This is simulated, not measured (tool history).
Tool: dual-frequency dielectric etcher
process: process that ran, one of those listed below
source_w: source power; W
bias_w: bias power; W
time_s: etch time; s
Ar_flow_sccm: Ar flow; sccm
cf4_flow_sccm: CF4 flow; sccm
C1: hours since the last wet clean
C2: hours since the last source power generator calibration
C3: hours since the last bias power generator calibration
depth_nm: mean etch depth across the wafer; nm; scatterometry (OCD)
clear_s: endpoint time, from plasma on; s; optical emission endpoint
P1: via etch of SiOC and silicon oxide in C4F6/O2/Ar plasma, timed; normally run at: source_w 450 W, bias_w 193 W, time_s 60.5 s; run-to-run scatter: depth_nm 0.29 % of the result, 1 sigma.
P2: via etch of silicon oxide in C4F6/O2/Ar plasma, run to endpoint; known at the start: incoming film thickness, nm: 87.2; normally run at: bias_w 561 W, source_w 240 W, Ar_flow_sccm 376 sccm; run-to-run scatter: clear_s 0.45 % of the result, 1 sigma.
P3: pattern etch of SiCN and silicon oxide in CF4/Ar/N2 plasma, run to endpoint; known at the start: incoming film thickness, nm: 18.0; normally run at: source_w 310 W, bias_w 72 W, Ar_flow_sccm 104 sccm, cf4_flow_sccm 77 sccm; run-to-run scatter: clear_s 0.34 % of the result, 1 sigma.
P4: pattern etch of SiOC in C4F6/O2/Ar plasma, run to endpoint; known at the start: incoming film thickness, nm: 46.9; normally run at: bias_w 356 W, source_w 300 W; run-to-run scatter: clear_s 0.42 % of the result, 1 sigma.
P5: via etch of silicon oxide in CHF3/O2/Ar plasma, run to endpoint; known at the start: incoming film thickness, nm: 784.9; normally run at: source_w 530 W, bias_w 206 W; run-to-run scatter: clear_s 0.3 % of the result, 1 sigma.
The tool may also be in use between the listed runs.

run 1 hour=5.8 | process=P1 source_w=450 bias_w=193 time_s=60.5 | C1=163.2 C2=649.4 C3=2326.8 | depth_nm=73.216
run 2 hour=9.9 | process=P3 source_w=420 bias_w=72 Ar_flow_sccm=104 cf4_flow_sccm=77 | C1=167.3 C2=653.5 C3=2330.9 | clear_s=21.932
run 3 hour=16.9 | process=P4 source_w=420 bias_w=356 | C1=174.3 C2=660.5 C3=2337.9 | clear_s=18.312
run 4 hour=22.0 | process=P4 source_w=300 bias_w=356 | C1=179.4 C2=665.6 C3=2343.0 | clear_s=20.715
run 5 hour=27.0 | process=P5 source_w=530 bias_w=206 | C1=184.4 C2=670.6 C3=2348.0 | clear_s=404.060
run 6 hour=32.1 | process=P3 source_w=310 bias_w=72 Ar_flow_sccm=104 cf4_flow_sccm=77 | C1=189.5 C2=675.7 C3=2353.1 | clear_s=28.714
run 7 hour=38.6 | process=P1 source_w=450 bias_w=193 time_s=60.5 | C1=196.0 C2=682.2 C3=2359.6 | depth_nm=72.952
run 8 hour=43.8 | process=P1 source_w=450 bias_w=193 time_s=60.5 | C1=201.2 C2=687.4 C3=2364.8 | depth_nm=73.310
run 9 hour=50.3 | process=P1 source_w=450 bias_w=193 time_s=38.0 | C1=207.7 C2=693.9 C3=2371.3 | depth_nm=45.970
run 10 hour=54.4 | process=P1 source_w=450 bias_w=148 time_s=37.5 | C1=211.8 C2=698.0 C3=2375.4 | depth_nm=41.664
run 11 hour=61.2 | process=P2 source_w=240 bias_w=757 Ar_flow_sccm=376 | C1=218.6 C2=704.8 C3=2382.2 | clear_s=19.537
run 12 hour=66.1 | process=P2 source_w=240 bias_w=561 Ar_flow_sccm=376 | C1=223.5 C2=709.7 C3=2387.1 | clear_s=22.028
run 13 hour=71.7 | process=P2 source_w=180 bias_w=561 Ar_flow_sccm=376 | C1=229.1 C2=715.3 C3=2392.7 | clear_s=24.476
run 14 hour=78.0 | process=P2 source_w=240 bias_w=561 Ar_flow_sccm=376 | C1=235.4 C2=721.6 C3=2399.0 | clear_s=22.076
run 15 hour=82.1 | process=P1 source_w=450 bias_w=193 time_s=79.0 | C1=239.5 C2=725.7 C3=2403.1 | depth_nm=95.161
run 16 hour=85.6 | process=P1 source_w=450 bias_w=193 time_s=60.5 | C1=243.0 C2=729.2 C3=2406.6 | depth_nm=73.373
run 17 hour=92.7 | process=P1 source_w=450 bias_w=193 time_s=60.5 | C1=250.1 C2=736.3 C3=2413.7 | depth_nm=72.808
run 18 hour=97.7 | process=P1 source_w=450 bias_w=193 time_s=60.5 | C1=255.1 C2=741.3 C3=2418.7 | depth_nm=73.168
run 19 hour=103.2 | process=P3 source_w=310 bias_w=72 Ar_flow_sccm=104 cf4_flow_sccm=77 | C1=260.6 C2=746.8 C3=2424.2 | clear_s=28.858
run 20 hour=109.0 | process=P4 source_w=300 bias_w=269 | C1=266.4 C2=752.6 C3=2430.0 | clear_s=22.896
run 21 hour=115.3 | process=P5 source_w=530 bias_w=206 | C1=272.7 C2=758.9 C3=2436.3 | clear_s=404.790
run 22 hour=122.0 | process=P2 source_w=240 bias_w=561 Ar_flow_sccm=303 | C1=279.4 C2=765.6 C3=2443.0 | clear_s=21.430
run 23 hour=127.6 | process=P1 source_w=570 bias_w=193 time_s=60.5 | C1=285.0 C2=771.2 C3=2448.6 | depth_nm=79.683
run 24 hour=132.6 | process=P5 source_w=530 bias_w=123 | C1=290.0 C2=776.2 C3=2453.6 | clear_s=479.630
run 25 hour=139.1 | process=P1 source_w=450 bias_w=274 time_s=60.5 | C1=296.5 C2=782.7 C3=2460.1 | depth_nm=82.150
-- hour=143.4 wet clean of the chamber
run 26 hour=145.7 | process=P3 source_w=310 bias_w=72 Ar_flow_sccm=104 cf4_flow_sccm=109 | C1=2.3 C2=789.3 C3=2466.7 | clear_s=27.497
run 27 hour=150.4 | process=P1 source_w=350 bias_w=193 time_s=60.5 | C1=7.0 C2=794.0 C3=2471.4 | depth_nm=66.323
run 28 hour=154.9 | process=P1 source_w=450 bias_w=118 time_s=60.5 | C1=11.5 C2=798.5 C3=2475.9 | depth_nm=62.985
run 29 hour=159.0 | process=P3 source_w=310 bias_w=46 Ar_flow_sccm=104 cf4_flow_sccm=77 | C1=15.6 C2=802.6 C3=2480.0 | clear_s=33.112
run 30 hour=166.0 | process=P5 source_w=310 bias_w=206 | C1=22.6 C2=809.6 C3=2487.0 | clear_s=494.780
run 31 hour=169.7 | process=P4 source_w=300 bias_w=356 | C1=26.3 C2=813.3 C3=2490.7 | clear_s=20.657
run 32 hour=175.2 | process=P3 source_w=310 bias_w=72 Ar_flow_sccm=81 cf4_flow_sccm=77 | C1=31.8 C2=818.8 C3=2496.2 | clear_s=27.885
run 33 hour=178.5 | process=P1 source_w=590 bias_w=262 time_s=60.5 | C1=35.1 C2=822.1 C3=2499.5 | depth_nm=89.946
run 34 hour=181.9 | process=P1 source_w=450 bias_w=193 time_s=60.5 | C1=38.5 C2=825.5 C3=2502.9 | depth_nm=73.217
run 35 hour=188.0 | process=P1 source_w=450 bias_w=193 time_s=60.5 | C1=44.6 C2=831.6 C3=2509.0 | depth_nm=73.386
run 36 hour=193.2 | process=P1 source_w=450 bias_w=193 time_s=60.5 | C1=49.8 C2=836.8 C3=2514.2 | depth_nm=73.467
run 37 hour=197.3 | process=P1 source_w=450 bias_w=193 time_s=60.5 | C1=53.9 C2=840.9 C3=2518.3 | depth_nm=74.000
run 38 hour=203.5 | process=P1 source_w=450 bias_w=193 time_s=60.5 | C1=60.1 C2=847.1 C3=2524.5 | depth_nm=74.053
run 39 hour=207.9 | process=P1 source_w=450 bias_w=193 time_s=60.5 | C1=64.5 C2=851.5 C3=2528.9 | depth_nm=74.124
-- hour=208.6 wet clean of the chamber
run 40 hour=213.9 | process=P1 source_w=450 bias_w=193 time_s=60.5 | C1=5.3 C2=857.5 C3=2534.9 | depth_nm=73.819
run 41 hour=220.8 | process=P1 source_w=450 bias_w=193 time_s=60.5 | C1=12.2 C2=864.4 C3=2541.8 | depth_nm=73.830
run 42 hour=225.7 | process=P1 source_w=450 bias_w=193 time_s=60.5 | C1=17.1 C2=869.3 C3=2546.7 | depth_nm=73.945
run 43 hour=229.8 | process=P1 source_w=450 bias_w=193 time_s=60.5 | C1=21.2 C2=873.4 C3=2550.8 | depth_nm=73.847
run 44 hour=235.6 | process=P1 source_w=450 bias_w=193 time_s=60.5 | C1=27.0 C2=879.2 C3=2556.6 | depth_nm=74.192

What P1 gives has crept away from where it was. These 2 causes fit the log equally well, each at the size given:
A: bias power that arrives over what is set, % = 4.62
B: source power that arrives over what is set, % = 3.87
The creep began at about hour 181.9.
Why every other cause is out:
chamber walls in a state that raises the etch rate, %: serviced at hour 208.6, which brought nothing back

4 check runs are offered, each on 2 wafers whose results are averaged, their results left as question marks. Which one tells the causes apart?
run check 1 hour=241.4 | process=P5 source_w=530 bias_w=136 | clear_s=?
run check 2 hour=241.4 | process=P4 source_w=360 bias_w=304 | clear_s=?
run check 3 hour=241.4 | process=P2 source_w=180 bias_w=754 Ar_flow_sccm=376 | clear_s=?
run check 4 hour=241.4 | process=P3 source_w=310 bias_w=47 Ar_flow_sccm=104 cf4_flow_sccm=104 | clear_s=?

What each check would give under each cause:
check=check_1 result=clear_s if_A=457.980 if_B=457.880
check=check_2 result=clear_s if_A=20.134 if_B=20.162
check=check_3 result=clear_s if_A=21.311 if_B=21.414
check=check_4 result=clear_s if_A=31.147 if_B=30.515
How far apart the two closest causes lie, in the result that separates them most: check 1 0.02 %; check 2 0.14 %; check 3 0.48 %; check 4 2.05 %
Only check 4 tells the causes apart: in the others they would give nearly the same result.

Check 4 was then run and gave: clear_s 30.473 s. Which cause is it?

It is B: source power that arrives over what is set, %.
